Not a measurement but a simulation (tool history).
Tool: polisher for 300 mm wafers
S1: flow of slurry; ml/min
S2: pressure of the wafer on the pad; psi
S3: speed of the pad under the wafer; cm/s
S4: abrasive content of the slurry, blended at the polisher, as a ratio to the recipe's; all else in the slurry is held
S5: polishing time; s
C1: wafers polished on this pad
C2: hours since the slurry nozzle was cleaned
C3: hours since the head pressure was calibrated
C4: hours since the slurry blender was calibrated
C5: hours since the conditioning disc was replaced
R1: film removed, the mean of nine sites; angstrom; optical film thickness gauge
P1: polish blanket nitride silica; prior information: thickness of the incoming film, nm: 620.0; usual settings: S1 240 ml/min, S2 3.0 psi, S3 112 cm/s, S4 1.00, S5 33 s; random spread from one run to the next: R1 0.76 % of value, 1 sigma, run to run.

run	hour	S1	S2	S3	S4	S5	C1	C2	C3	C4	C5	R1
1	5.4	240	3.0	112	1.00	33	325	120.5	1004.9	90.9	63.3	196.250
2	8.4	240	4.7	112	1.00	33	354	123.5	1007.9	93.9	66.3	311.220
# hour 12.5: slurry nozzle cleaned
3	13.7	175	3.0	112	1.00	33	406	1.3	1013.2	99.2	71.6	191.680
4	18.1	240	3.0	112	1.00	33	449	5.7	1017.6	103.6	76.0	200.480
5	20.7	240	3.0	112	1.00	22	475	8.3	1020.2	106.2	78.6	132.740
6	23.8	240	3.0	172	1.00	33	505	11.4	1023.3	109.3	81.7	281.180
7	29.0	240	3.0	112	1.00	33	556	16.6	1028.5	114.5	86.9	201.500
8	32.6	240	3.0	112	1.00	33	591	20.2	1032.1	118.1	90.5	198.190
9	36.0	240	3.0	112	1.00	33	624	23.6	1035.5	121.5	93.9	195.300
10	40.9	240	3.0	50	1.00	33	672	28.5	1040.4	126.4	98.8	104.170
11	44.9	240	3.0	76	1.00	48	712	32.5	1044.4	130.4	102.8	211.470
12	47.5	240	3.0	112	1.40	33	737	35.1	1047.0	133.0	105.4	230.630
13	51.8	240	3.0	112	1.00	46	779	39.4	1051.3	137.3	109.7	278.340
14	56.5	240	1.4	112	1.00	33	825	44.1	1056.0	142.0	114.4	92.331
15	59.8	240	3.0	112	0.55	33	857	47.4	1059.3	145.3	117.7	147.190
16	64.0	240	3.0	112	1.00	33	899	51.6	1063.5	149.5	121.9	200.710
17	68.0	315	3.0	112	1.00	33	938	55.6	1067.5	153.5	125.9	202.040
18	71.4	240	3.0	112	1.00	33	971	59.0	1070.9	156.9	129.3	197.390
19	76.6	240	3.0	112	1.00	33	1022	64.2	1076.1	162.1	134.5	190.340
20	80.3	240	3.0	112	1.00	33	1058	67.9	1079.8	165.8	138.2	189.330
21	84.8	240	3.0	112	1.00	33	1102	72.4	1084.3	170.3	142.7	184.880
# hour 86.9: worn pad replaced by a new one
# hour 87.7: conditioning disc replaced and pad reconditioned
22	90.3	240	3.0	112	1.00	33	33	77.9	1089.8	175.8	2.7	186.150
# hour 91.9: slurry nozzle cleaned
23	93.3	240	3.0	112	1.00	33	63	1.5	1092.8	178.8	5.7	181.520
24	98.7	240	3.0	112	1.00	33	115	6.9	1098.2	184.2	11.1	181.900

Compared with where it was, what P1 gives has crept away. Each cause listed below fits the log as well as the rest, at the size given for it:
A: abrasive missing from the slurry, % = 17.4
B: head's pressure below its setpoint, % = 8.75
At approximately hour 71.4, the process output began to creep.
The rest of the possible causes, and what rules out each one:
removal rate lost through wear of the pad, %: serviced at hour 86.9, which brought nothing back
slurry flow missing at the pad, %: serviced at hour 91.9, which brought nothing back
time polished since the conditioner stopped cutting, s: serviced at hour 87.7, which brought nothing back

Each of the check runs listed below is run on 5 wafers and reports their average, with the results left as question marks. Pick the one under which the possible causes would lead to clearly different results.
check 1	104.1	240	3.0	164	1.00	42						?
check 2	104.1	240	3.0	112	0.60	44						?
check 3	104.1	240	4.6	146	1.00	33						?
check 4	104.1	185	3.0	50	1.00	33						?

Expected result of each check under each candidate cause:
check	result	if A	if B
check 1	R1	314.160	314.120
check 2	R1	181.740	186.140
check 3	R1	344.880	344.830
check 4	R1	92.345	92.333
Smallest distance between any two causes, each pair judged by its most separating result, in per cent: check 1 0.01 %; check 2 2.4 %; check 3 0.01 %; check 4 0.01 %
Check 2 is the one run that separates the causes; every other check would come out nearly the same whichever cause is at work.

Then check 2 was run and gave: R1 181.650 angstrom. Which cause is it?

The correct cause is A, namely: abrasive missing from the slurry, %.
